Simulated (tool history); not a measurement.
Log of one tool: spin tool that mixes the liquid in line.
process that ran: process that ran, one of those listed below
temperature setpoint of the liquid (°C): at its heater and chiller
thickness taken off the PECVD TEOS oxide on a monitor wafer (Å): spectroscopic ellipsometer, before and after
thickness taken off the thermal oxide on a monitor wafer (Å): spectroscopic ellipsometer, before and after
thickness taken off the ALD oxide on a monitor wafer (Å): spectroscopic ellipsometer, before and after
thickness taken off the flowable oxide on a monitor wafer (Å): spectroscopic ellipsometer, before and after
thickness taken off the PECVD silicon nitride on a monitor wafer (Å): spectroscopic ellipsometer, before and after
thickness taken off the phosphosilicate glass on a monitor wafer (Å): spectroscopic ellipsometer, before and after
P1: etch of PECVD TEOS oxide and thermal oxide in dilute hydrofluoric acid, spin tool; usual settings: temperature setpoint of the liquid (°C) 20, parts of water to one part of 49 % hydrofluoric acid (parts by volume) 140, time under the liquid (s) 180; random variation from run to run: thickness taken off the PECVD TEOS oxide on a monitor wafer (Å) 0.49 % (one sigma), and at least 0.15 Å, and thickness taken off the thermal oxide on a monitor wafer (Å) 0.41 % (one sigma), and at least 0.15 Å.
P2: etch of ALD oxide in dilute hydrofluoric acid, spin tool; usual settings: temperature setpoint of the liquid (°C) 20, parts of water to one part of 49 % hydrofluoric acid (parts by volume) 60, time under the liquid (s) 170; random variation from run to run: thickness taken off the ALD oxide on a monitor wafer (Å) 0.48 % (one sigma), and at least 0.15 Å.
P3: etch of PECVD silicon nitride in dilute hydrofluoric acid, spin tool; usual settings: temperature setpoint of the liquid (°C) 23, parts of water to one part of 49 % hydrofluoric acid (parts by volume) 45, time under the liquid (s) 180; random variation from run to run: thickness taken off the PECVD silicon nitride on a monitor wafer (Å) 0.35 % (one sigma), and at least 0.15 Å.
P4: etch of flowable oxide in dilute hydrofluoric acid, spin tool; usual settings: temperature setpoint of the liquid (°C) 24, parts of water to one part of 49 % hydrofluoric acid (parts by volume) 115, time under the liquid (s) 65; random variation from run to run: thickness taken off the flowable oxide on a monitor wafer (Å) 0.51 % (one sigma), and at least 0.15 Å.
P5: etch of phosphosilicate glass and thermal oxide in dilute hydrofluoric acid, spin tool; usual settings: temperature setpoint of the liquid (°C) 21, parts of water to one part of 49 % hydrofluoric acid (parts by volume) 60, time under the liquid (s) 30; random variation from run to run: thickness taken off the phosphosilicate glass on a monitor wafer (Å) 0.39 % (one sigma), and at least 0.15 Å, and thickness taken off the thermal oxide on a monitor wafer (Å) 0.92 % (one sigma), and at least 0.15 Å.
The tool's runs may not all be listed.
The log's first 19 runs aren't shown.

run	hour	process that ran	temperature setpoint of the liquid (°C)	parts of water to one part of 49 % hydrofluoric acid (parts by volume)	time under the liquid (s)	thickness taken off the PECVD TEOS oxide on a monitor wafer (Å)	thickness taken off the thermal oxide on a monitor wafer (Å)	thickness taken off the ALD oxide on a monitor wafer (Å)	thickness taken off the flowable oxide on a monitor wafer (Å)	thickness taken off the PECVD silicon nitride on a monitor wafer (Å)	thickness taken off the phosphosilicate glass on a monitor wafer (Å)
20	253.5	P3	23	45	60					35.947	
21	266.6	P2	20	60	170			309.72			
22	275.4	P4	24	115	95				393.15		
23	290	P3	23	75	180					66.234	
24	298.9	P1	17	140	335	178.31	84.061				
25	314	P1	20	55	180	303.2	142.59				
26	321.6	P5	21	60	30		21.819				279.8
27	329.7	P1	20	140	180	109.13	51.03				
28	343.6	P3	23	45	180					108.75	
29	354.7	P3	23	45	180					108.68	
30	365.8	P5	17	60	30		18.573				233.45
31	379.9	P4	19	115	65				219.09		
32	395	P4	24	180	65				159.1		
33	407.6	P1	20	140	180	108.81	50.443				
34	423.1	P1	20	140	180	105.05	49.118				
35	438.6	P1	20	140	180	102.46	48.087				
36	454.3	P1	20	140	180	101.52	47.578				
37	466	P1	20	140	180	100.74	47.72				

Forecast run 38:
38	479.5	P1	20	140	180	?	?				

thickness taken off the PECVD TEOS oxide on a monitor wafer (Å): 100.45
thickness taken off the thermal oxide on a monitor wafer (Å): 47.421

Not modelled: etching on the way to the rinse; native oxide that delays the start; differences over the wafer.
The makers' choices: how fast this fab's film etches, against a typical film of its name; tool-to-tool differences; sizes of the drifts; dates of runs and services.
